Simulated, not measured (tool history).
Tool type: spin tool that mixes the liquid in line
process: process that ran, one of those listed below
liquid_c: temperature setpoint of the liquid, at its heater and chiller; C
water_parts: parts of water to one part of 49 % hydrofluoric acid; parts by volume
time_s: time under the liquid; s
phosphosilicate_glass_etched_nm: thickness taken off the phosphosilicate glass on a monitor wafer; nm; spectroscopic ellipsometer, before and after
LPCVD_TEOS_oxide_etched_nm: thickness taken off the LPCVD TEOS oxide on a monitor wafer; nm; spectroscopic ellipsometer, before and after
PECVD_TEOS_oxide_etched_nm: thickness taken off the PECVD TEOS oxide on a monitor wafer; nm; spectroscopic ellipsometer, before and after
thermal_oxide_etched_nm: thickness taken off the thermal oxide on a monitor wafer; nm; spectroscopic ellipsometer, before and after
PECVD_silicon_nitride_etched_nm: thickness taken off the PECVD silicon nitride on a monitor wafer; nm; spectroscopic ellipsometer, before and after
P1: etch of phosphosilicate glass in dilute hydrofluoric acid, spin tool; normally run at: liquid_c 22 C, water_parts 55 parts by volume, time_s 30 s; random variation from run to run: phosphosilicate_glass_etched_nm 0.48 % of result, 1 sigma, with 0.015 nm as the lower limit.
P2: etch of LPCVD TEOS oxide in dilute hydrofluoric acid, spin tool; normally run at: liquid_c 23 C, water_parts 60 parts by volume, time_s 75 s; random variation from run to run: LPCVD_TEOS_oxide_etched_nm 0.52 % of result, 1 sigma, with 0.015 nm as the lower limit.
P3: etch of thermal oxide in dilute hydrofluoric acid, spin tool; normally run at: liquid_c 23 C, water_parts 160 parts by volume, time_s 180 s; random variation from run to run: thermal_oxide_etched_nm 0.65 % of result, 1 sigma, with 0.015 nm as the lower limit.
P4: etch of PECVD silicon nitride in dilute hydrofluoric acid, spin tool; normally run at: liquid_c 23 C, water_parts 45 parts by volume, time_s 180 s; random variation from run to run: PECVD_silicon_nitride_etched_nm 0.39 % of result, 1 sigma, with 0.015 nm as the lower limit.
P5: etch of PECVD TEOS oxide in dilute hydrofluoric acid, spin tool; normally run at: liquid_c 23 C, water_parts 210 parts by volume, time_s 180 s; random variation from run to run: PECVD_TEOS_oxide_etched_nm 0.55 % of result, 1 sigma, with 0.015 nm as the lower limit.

run,hour,process,liquid_c,water_parts,time_s,hours since the thermometer was replaced,hours since the hydrofluoric acid flow meter was replaced,phosphosilicate_glass_etched_nm,LPCVD_TEOS_oxide_etched_nm,PECVD_TEOS_oxide_etched_nm,thermal_oxide_etched_nm,PECVD_silicon_nitride_etched_nm
1,8.4,P1,22,55,30,1451.7,895.7,85.845,,,,
2,13.9,P1,22,55,30,1457.2,901.2,84.376,,,,
3,21.3,P1,22,55,45,1464.6,908.6,127.88,,,,
4,27.1,P1,22,35,30,1470.4,914.4,137.62,,,,
5,36.1,P2,23,20,75,1479.4,923.4,,95.496,,,
6,42.3,P1,22,55,30,1485.6,929.6,85.455,,,,
7,52.5,P1,17,55,30,1495.8,939.8,69.373,,,,
8,60.6,P1,22,55,30,1503.9,947.9,85.261,,,,
9,69.7,P2,29,60,75,1513,957,,38.632,,,
10,79.2,P5,23,40,180,1522.5,966.5,,,95.214,,
11,89.9,P3,23,40,180,1533.2,977.2,,,,21.645,
12,97,P5,23,210,180,1540.3,984.3,,,14.881,,
13,106.6,P2,23,60,125,1549.9,993.9,,50.542,,,
14,117.9,P1,22,95,30,1561.2,1005.2,46.954,,,,
15,128.4,P5,23,210,180,1571.7,1015.7,,,14.837,,
16,135,P3,18,160,180,1578.3,1022.3,,,,3.8079,
17,145.7,P3,23,160,25,1589,1033,,,,0.67408,
18,154.6,P1,27,55,15,1597.9,1041.9,52.081,,,,
19,166,P1,22,55,30,1609.3,1053.3,85.52,,,,
20,171.1,P2,23,60,75,1614.4,1058.4,,30.024,,,
21,181.4,P1,22,55,15,1624.7,1068.7,42.895,,,,
22,192.9,P3,23,160,180,1636.2,1080.2,,,,4.6243,
23,200.3,P5,23,210,280,1643.6,1087.6,,,22.808,,
24,211.9,P4,23,45,180,1655.2,1099.2,,,,,13.858
25,221.3,P5,18,210,180,1664.6,1108.6,,,12.263,,
26,231,P1,26,55,30,1674.3,1118.3,100.26,,,,
27,240.1,P4,23,20,180,1683.4,1127.4,,,,,29.815
28,247.4,P4,23,45,15,1690.7,1134.7,,,,,1.1376
29,258.5,P1,22,55,30,1701.8,1145.8,85.322,,,,
30,265.3,P4,17,45,180,1708.6,1152.6,,,,,9.0489
31,272.8,P1,22,55,30,1716.1,1160.1,85.331,,,,
32,284.5,P1,22,55,30,1727.8,1171.8,82.705,,,,
33,296.1,P1,22,55,30,1739.4,1183.4,81.846,,,,
34,304.8,P1,22,55,30,1748.1,1192.1,82.078,,,,
35,311.8,P1,22,55,30,1755.1,1199.1,81.225,,,,
36,321.7,P1,22,55,30,1765,1209,80.453,,,,
37,330.9,P1,22,55,30,1774.2,1218.2,81.09,,,,
38,342,P1,22,55,30,1785.3,1229.3,80.084,,,,
39,348,P1,22,55,30,1791.3,1235.3,81.014,,,,
40,355.4,P1,22,55,30,1798.7,1242.7,80.409,,,,

The log shows P1 creeping away from where it was. Any of the 2 causes listed here, at the size stated for it, fits the log just as well as the others:
A: liquid colder than its thermometer reads (K) = 1.49
B: hydrofluoric acid flow below the setpoint (%) = 5.64
The onset of the drift is placed at about hour 272.8.

Below are 4 check runs, each on a single wafer, with their results shown as question marks. Which of them would tell the listed causes apart, meaning the causes would give clearly different results under it?
check 1,362.8,P2,23,40,75,,,,?,,,
check 2,362.8,P5,23,50,270,,,,,?,,
check 3,362.8,P3,18.5,70,180,,,,,,?,
check 4,362.8,P4,23,45,95,,,,,,,?

What every check run would give for each of its results, assuming each possible cause in turn:
check,result,if A,if B
check 1,LPCVD_TEOS_oxide_etched_nm,43.677,43.742
check 2,PECVD_TEOS_oxide_etched_nm,105.42,105.44
check 3,thermal_oxide_etched_nm,9.2417,9.25
check 4,PECVD_silicon_nitride_etched_nm,6.548,6.852
Distance between the nearest two causes, measured in the result of the check that separates them most: check 1 0.15 %; check 2 0.02 %; check 3 0.09 %; check 4 4.54 %
The causes can be told apart only by check 4. The other checks would give nearly the same results under each of them.

With check 4 done, the readings were: PECVD_silicon_nitride_etched_nm 6.8452 nm. Identify which of the listed causes applies.

It is B: hydrofluoric acid flow below the setpoint (%).
